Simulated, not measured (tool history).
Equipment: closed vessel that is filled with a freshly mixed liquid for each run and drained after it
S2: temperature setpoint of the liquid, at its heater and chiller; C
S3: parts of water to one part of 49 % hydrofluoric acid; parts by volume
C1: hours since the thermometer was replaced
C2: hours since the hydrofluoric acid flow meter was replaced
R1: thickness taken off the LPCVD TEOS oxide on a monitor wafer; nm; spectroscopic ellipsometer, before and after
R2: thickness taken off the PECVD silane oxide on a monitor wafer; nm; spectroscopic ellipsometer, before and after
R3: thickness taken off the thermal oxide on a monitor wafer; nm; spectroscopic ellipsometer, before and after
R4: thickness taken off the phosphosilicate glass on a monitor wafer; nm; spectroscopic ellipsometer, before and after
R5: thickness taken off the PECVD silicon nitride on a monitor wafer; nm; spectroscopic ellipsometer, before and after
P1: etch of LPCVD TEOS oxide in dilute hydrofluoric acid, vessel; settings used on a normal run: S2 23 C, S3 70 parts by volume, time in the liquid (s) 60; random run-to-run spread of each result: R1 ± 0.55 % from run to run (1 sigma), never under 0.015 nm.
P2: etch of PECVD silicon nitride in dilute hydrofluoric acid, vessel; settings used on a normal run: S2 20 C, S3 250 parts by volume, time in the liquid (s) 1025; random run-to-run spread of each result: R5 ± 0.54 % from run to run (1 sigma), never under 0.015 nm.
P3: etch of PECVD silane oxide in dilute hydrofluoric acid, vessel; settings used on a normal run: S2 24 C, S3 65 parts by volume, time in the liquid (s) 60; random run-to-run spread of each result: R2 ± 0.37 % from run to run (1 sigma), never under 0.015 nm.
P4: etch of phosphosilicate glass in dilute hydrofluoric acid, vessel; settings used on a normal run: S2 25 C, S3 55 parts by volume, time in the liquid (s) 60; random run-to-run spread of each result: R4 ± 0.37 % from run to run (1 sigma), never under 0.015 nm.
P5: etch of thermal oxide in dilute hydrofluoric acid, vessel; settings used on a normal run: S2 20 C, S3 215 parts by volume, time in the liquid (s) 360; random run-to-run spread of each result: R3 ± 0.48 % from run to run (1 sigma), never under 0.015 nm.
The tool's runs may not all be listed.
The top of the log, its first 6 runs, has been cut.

{"run": 7, "day": 2.575, "process that ran": "P1", "S2": 17.5, "S3": 95, "time in the liquid (s)": 60, "C1": 1889.4, "C2": 146.5, "R1": 13.325}
{"run": 8, "day": 2.875, "process that ran": "P1", "S2": 23, "S3": 70, "time in the liquid (s)": 105, "C1": 1896.6, "C2": 153.7, "R1": 41.469}
{"run": 9, "day": 3.121, "process that ran": "P1", "S2": 23, "S3": 70, "time in the liquid (s)": 30, "C1": 1902.5, "C2": 159.6, "R1": 11.834}
{"run": 10, "day": 3.588, "process that ran": "P5", "S2": 20, "S3": 85, "time in the liquid (s)": 360, "C1": 1913.7, "C2": 170.8, "R3": 17.779}
{"run": 11, "day": 4.121, "process that ran": "P3", "S2": 24, "S3": 65, "time in the liquid (s)": 60, "C1": 1926.5, "C2": 183.6, "R2": 18.957}
{"run": 12, "day": 4.617, "process that ran": "P1", "S2": 23, "S3": 70, "time in the liquid (s)": 60, "C1": 1938.4, "C2": 195.5, "R1": 23.38}
{"run": 13, "day": 5.133, "process that ran": "P1", "S2": 30.5, "S3": 70, "time in the liquid (s)": 60, "C1": 1950.8, "C2": 207.9, "R1": 31.36}
{"run": 14, "day": 5.608, "process that ran": "P4", "S2": 32.5, "S3": 55, "time in the liquid (s)": 60, "C1": 1962.2, "C2": 219.3, "R4": 214.57}
{"run": 15, "day": 6.15, "process that ran": "P5", "S2": 20, "S3": 215, "time in the liquid (s)": 360, "C1": 1975.2, "C2": 232.3, "R3": 6.1315}
{"run": 16, "day": 6.425, "process that ran": "P4", "S2": 25, "S3": 55, "time in the liquid (s)": 60, "C1": 1981.8, "C2": 238.9, "R4": 159.36}
{"run": 17, "day": 6.929, "process that ran": "P1", "S2": 23, "S3": 70, "time in the liquid (s)": 60, "C1": 1993.9, "C2": 251, "R1": 23.418}
{"run": 18, "day": 7.333, "process that ran": "P1", "S2": 23, "S3": 70, "time in the liquid (s)": 60, "C1": 2003.6, "C2": 260.7, "R1": 23.248}
{"run": 19, "day": 7.754, "process that ran": "P1", "S2": 23, "S3": 110, "time in the liquid (s)": 60, "C1": 2013.7, "C2": 270.8, "R1": 14.26}
{"run": 20, "day": 8.096, "process that ran": "P2", "S2": 20, "S3": 250, "time in the liquid (s)": 2040, "C1": 2021.9, "C2": 279, "R5": 20.72}
{"run": 21, "day": 8.362, "process that ran": "P2", "S2": 20, "S3": 250, "time in the liquid (s)": 1025, "C1": 2028.3, "C2": 285.4, "R5": 10.533}
{"run": 22, "day": 8.654, "process that ran": "P2", "S2": 20, "S3": 250, "time in the liquid (s)": 1025, "C1": 2035.3, "C2": 292.4, "R5": 10.607}
{"run": 23, "day": 9.171, "process that ran": "P2", "S2": 20, "S3": 90, "time in the liquid (s)": 1025, "C1": 2047.7, "C2": 304.8, "R5": 28.187}
{"run": 24, "day": 9.458, "process that ran": "P4", "S2": 25, "S3": 55, "time in the liquid (s)": 105, "C1": 2054.6, "C2": 311.7, "R4": 278.65}

What does the tool deliver on the next run?
{"run": 25, "day": 9.788, "process that ran": "P1", "S2": 23, "S3": 20, "time in the liquid (s)": 60, "C1": 2062.5, "C2": 319.6, "R1": "?"}

{"run 25": {"R1": 87.687}}

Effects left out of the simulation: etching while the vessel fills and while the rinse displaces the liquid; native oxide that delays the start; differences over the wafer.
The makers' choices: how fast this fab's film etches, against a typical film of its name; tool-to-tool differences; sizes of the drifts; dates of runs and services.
